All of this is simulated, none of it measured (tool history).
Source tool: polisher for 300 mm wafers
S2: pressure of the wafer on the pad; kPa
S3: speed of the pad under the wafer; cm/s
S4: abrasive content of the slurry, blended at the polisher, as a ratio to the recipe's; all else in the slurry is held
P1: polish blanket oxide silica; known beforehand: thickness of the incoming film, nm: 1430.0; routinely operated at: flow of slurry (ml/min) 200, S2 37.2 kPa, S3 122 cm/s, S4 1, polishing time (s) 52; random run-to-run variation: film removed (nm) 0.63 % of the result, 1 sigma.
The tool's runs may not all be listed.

run 1 hour=11.7 | flow_of_slurry_(ml/min)=200 S2=37.2 S3=122 S4=1 polishing_time_(s)=52 | film_removed_(nm)=241.25
run 2 hour=22.9 | flow_of_slurry_(ml/min)=200 S2=37.2 S3=122 S4=0.55 polishing_time_(s)=52 | film_removed_(nm)=175.63
-- hour=27 slurry nozzle cleaned
run 3 hour=31.5 | flow_of_slurry_(ml/min)=200 S2=57.9 S3=122 S4=1 polishing_time_(s)=52 | film_removed_(nm)=375.04
run 4 hour=39.1 | flow_of_slurry_(ml/min)=200 S2=53.8 S3=172 S4=1 polishing_time_(s)=52 | film_removed_(nm)=457.91
run 5 hour=50.1 | flow_of_slurry_(ml/min)=300 S2=37.2 S3=122 S4=1 polishing_time_(s)=52 | film_removed_(nm)=252.56
run 6 hour=61.5 | flow_of_slurry_(ml/min)=200 S2=37.2 S3=122 S4=1 polishing_time_(s)=52 | film_removed_(nm)=239.21
run 7 hour=69.4 | flow_of_slurry_(ml/min)=200 S2=37.2 S3=122 S4=1 polishing_time_(s)=52 | film_removed_(nm)=240.88
run 8 hour=75.3 | flow_of_slurry_(ml/min)=200 S2=37.2 S3=122 S4=1.5 polishing_time_(s)=73 | film_removed_(nm)=401.53
run 9 hour=82.9 | flow_of_slurry_(ml/min)=200 S2=37.2 S3=122 S4=1 polishing_time_(s)=24 | film_removed_(nm)=110.45
run 10 hour=88.7 | flow_of_slurry_(ml/min)=200 S2=37.2 S3=54 S4=1 polishing_time_(s)=52 | film_removed_(nm)=125.59
run 11 hour=98.8 | flow_of_slurry_(ml/min)=200 S2=37.2 S3=122 S4=1 polishing_time_(s)=52 | film_removed_(nm)=239.98
run 12 hour=106.9 | flow_of_slurry_(ml/min)=200 S2=37.2 S3=122 S4=1 polishing_time_(s)=52 | film_removed_(nm)=242.98
run 13 hour=118.4 | flow_of_slurry_(ml/min)=200 S2=37.2 S3=122 S4=1 polishing_time_(s)=81 | film_removed_(nm)=375.75
run 14 hour=126.1 | flow_of_slurry_(ml/min)=120 S2=37.2 S3=122 S4=1 polishing_time_(s)=52 | film_removed_(nm)=219.03
run 15 hour=134.2 | flow_of_slurry_(ml/min)=200 S2=18.6 S3=122 S4=1 polishing_time_(s)=52 | film_removed_(nm)=120.94
run 16 hour=146.3 | flow_of_slurry_(ml/min)=200 S2=37.2 S3=122 S4=1.3 polishing_time_(s)=52 | film_removed_(nm)=268.95
run 17 hour=157.7 | flow_of_slurry_(ml/min)=200 S2=37.2 S3=190 S4=1 polishing_time_(s)=52 | film_removed_(nm)=341.14
run 18 hour=166.2 | flow_of_slurry_(ml/min)=200 S2=37.2 S3=122 S4=1 polishing_time_(s)=52 | film_removed_(nm)=240.3
run 19 hour=172.3 | flow_of_slurry_(ml/min)=200 S2=37.2 S3=122 S4=1 polishing_time_(s)=52 | film_removed_(nm)=233.22
run 20 hour=181.9 | flow_of_slurry_(ml/min)=200 S2=37.2 S3=122 S4=1 polishing_time_(s)=52 | film_removed_(nm)=224.47
run 21 hour=193.1 | flow_of_slurry_(ml/min)=200 S2=37.2 S3=122 S4=1 polishing_time_(s)=52 | film_removed_(nm)=214.77
run 22 hour=200.7 | flow_of_slurry_(ml/min)=200 S2=37.2 S3=122 S4=1 polishing_time_(s)=52 | film_removed_(nm)=212.84
run 23 hour=208.5 | flow_of_slurry_(ml/min)=200 S2=37.2 S3=122 S4=1 polishing_time_(s)=52 | film_removed_(nm)=211.87
-- hour=214.1 head pressure recalibrated
run 24 hour=217.4 | flow_of_slurry_(ml/min)=200 S2=37.2 S3=122 S4=1 polishing_time_(s)=52 | film_removed_(nm)=210.02
-- hour=220 slurry nozzle cleaned
-- hour=220.6 conditioning disc replaced and pad reconditioned
run 25 hour=223.9 | flow_of_slurry_(ml/min)=200 S2=37.2 S3=122 S4=1 polishing_time_(s)=52 | film_removed_(nm)=209.52
run 26 hour=231.8 | flow_of_slurry_(ml/min)=200 S2=37.2 S3=122 S4=1 polishing_time_(s)=52 | film_removed_(nm)=209.54
run 27 hour=242.7 | flow_of_slurry_(ml/min)=200 S2=37.2 S3=122 S4=1 polishing_time_(s)=52 | film_removed_(nm)=209.83

The log shows P1 creeping away from where it was. Any of the 2 causes listed here, at the size stated for it, fits the log just as well as the others:
A: abrasive missing from the slurry, % = 25.5
B: removal rate lost through wear of the pad, % = 13.5
The creep began at about hour 166.2.
Other possible causes, and why each is ruled out:
slurry flow missing at the pad, %: serviced at hour 220, after the change had begun; the process did not return to its earlier output
head's pressure below its setpoint, %: serviced at hour 214.1, after the change had begun; the process did not return to its earlier output
time polished since the conditioner stopped cutting, s: serviced at hour 220.6, after the change had begun; the process did not return to its earlier output

Each of the check runs listed below is run on 2 wafers and reports their average, with the results left as question marks. Pick the one under which the possible causes would lead to clearly different results.
run check 1 hour=253.6 | flow_of_slurry_(ml/min)=295 S2=37.2 S3=122 S4=1 polishing_time_(s)=81 | film_removed_(nm)=?
run check 2 hour=253.6 | flow_of_slurry_(ml/min)=200 S2=57.2 S3=122 S4=0.6 polishing_time_(s)=52 | film_removed_(nm)=?
run check 3 hour=253.6 | flow_of_slurry_(ml/min)=200 S2=37.2 S3=62 S4=1 polishing_time_(s)=52 | film_removed_(nm)=?
run check 4 hour=253.6 | flow_of_slurry_(ml/min)=200 S2=37.2 S3=56 S4=1 polishing_time_(s)=26 | film_removed_(nm)=?

What every check run would give for each of its results, assuming each possible cause in turn:
check=check_1 result=film_removed_(nm) if_A=339.09 if_B=338.95
check=check_2 result=film_removed_(nm) if_A=237.06 if_B=245.86
check=check_3 result=film_removed_(nm) if_A=121.33 if_B=121.28
check=check_4 result=film_removed_(nm) if_A=55.92 if_B=55.897
Minimum pairwise separation of causes per check, each pair taken at its best-separating result: check 1 0.04 %; check 2 3.65 %; check 3 0.04 %; check 4 0.04 %
Check 2 distinguishes between the causes, while the remaining checks would return nearly the same result for all of them.

Check 2 was then run and gave: film removed (nm) 236.06. Which cause is it?

It is A: abrasive missing from the slurry, %.
